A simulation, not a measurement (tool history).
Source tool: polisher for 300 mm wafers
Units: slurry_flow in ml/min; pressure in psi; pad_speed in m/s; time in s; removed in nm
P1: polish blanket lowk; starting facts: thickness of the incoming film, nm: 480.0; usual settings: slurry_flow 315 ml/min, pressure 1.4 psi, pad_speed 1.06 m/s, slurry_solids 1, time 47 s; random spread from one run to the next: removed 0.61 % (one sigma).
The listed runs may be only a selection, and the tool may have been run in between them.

| run | day | slurry_flow | pressure | pad_speed | slurry_solids | time | wafers polished on this pad | hours since the slurry nozzle was cleaned | hours since the head pressure was calibrated | hours since the slurry blender was calibrated | hours since the conditioning disc was replaced | removed |
|---|---|---|---|---|---|---|---|---|---|---|---|---|
| 1 | 0.442 | 315 | 1.4 | 1.06 | 1 | 47 | 329 | 330.2 | 603.9 | 33.8 | 138.5 | 13.824 |
| 2 | 0.833 | 315 | 1.4 | 1.06 | 1 | 47 | 418 | 339.6 | 613.3 | 43.2 | 147.9 | 13.935 |
| 3 | 1.3 | 190 | 1.4 | 1.06 | 1 | 47 | 525 | 350.8 | 624.5 | 54.4 | 159.1 | 13.154 |
| 4 | 1.629 | 465 | 1.4 | 1.06 | 1 | 71 | 601 | 358.7 | 632.4 | 62.3 | 167 | 21.622 |
| 5 | 1.854 | 500 | 1.4 | 1.06 | 1 | 47 | 652 | 364.1 | 637.8 | 67.7 | 172.4 | 14.342 |
|  | 2.142 | slurry nozzle cleaned |
| 6 | 2.367 | 315 | 1.4 | 1.06 | 1.3 | 70 | 769 | 5.5 | 650.1 | 80 | 184.7 | 23.349 |
| 7 | 2.829 | 315 | 1.4 | 1.06 | 1 | 61 | 875 | 16.6 | 661.2 | 91.1 | 195.8 | 17.945 |
| 8 | 3.275 | 315 | 0.7 | 1.06 | 1 | 47 | 977 | 27.3 | 671.9 | 101.8 | 206.5 | 6.9539 |
| 9 | 3.662 | 315 | 1.4 | 1.06 | 1 | 47 | 1066 | 36.6 | 681.2 | 111.1 | 215.8 | 13.924 |
| 10 | 4.017 | 315 | 1.4 | 1.06 | 1 | 47 | 1147 | 45.1 | 689.7 | 119.6 | 224.3 | 13.911 |
| 11 | 4.517 | 315 | 1.4 | 0.48 | 1 | 47 | 1261 | 57.1 | 701.7 | 131.6 | 236.3 | 7.3766 |
|  | 4.804 | conditioning disc replaced and pad reconditioned |
| 12 | 4.975 | 315 | 1.4 | 1.06 | 1 | 47 | 1366 | 68.1 | 712.7 | 142.6 | 4.2 | 13.847 |
| 13 | 5.479 | 315 | 1.4 | 1.62 | 1 | 47 | 1481 | 80.2 | 724.8 | 154.7 | 16.3 | 19.577 |
| 14 | 5.879 | 315 | 1.8 | 1.06 | 1 | 47 | 1573 | 89.8 | 734.4 | 164.3 | 25.9 | 17.858 |
|  | 6 | slurry blender recalibrated |
| 15 | 6.117 | 315 | 1.4 | 1.06 | 0.55 | 47 | 1627 | 95.5 | 740.1 | 2.8 | 31.6 | 10.116 |

What does the tool deliver on the next run?
| 16 | 6.375 | 315 | 1.4 | 1.06 | 1 | 47 | 1686 | 101.7 | 746.3 | 9 | 37.8 | ? |

{"run 16": {"removed": 13.832}}
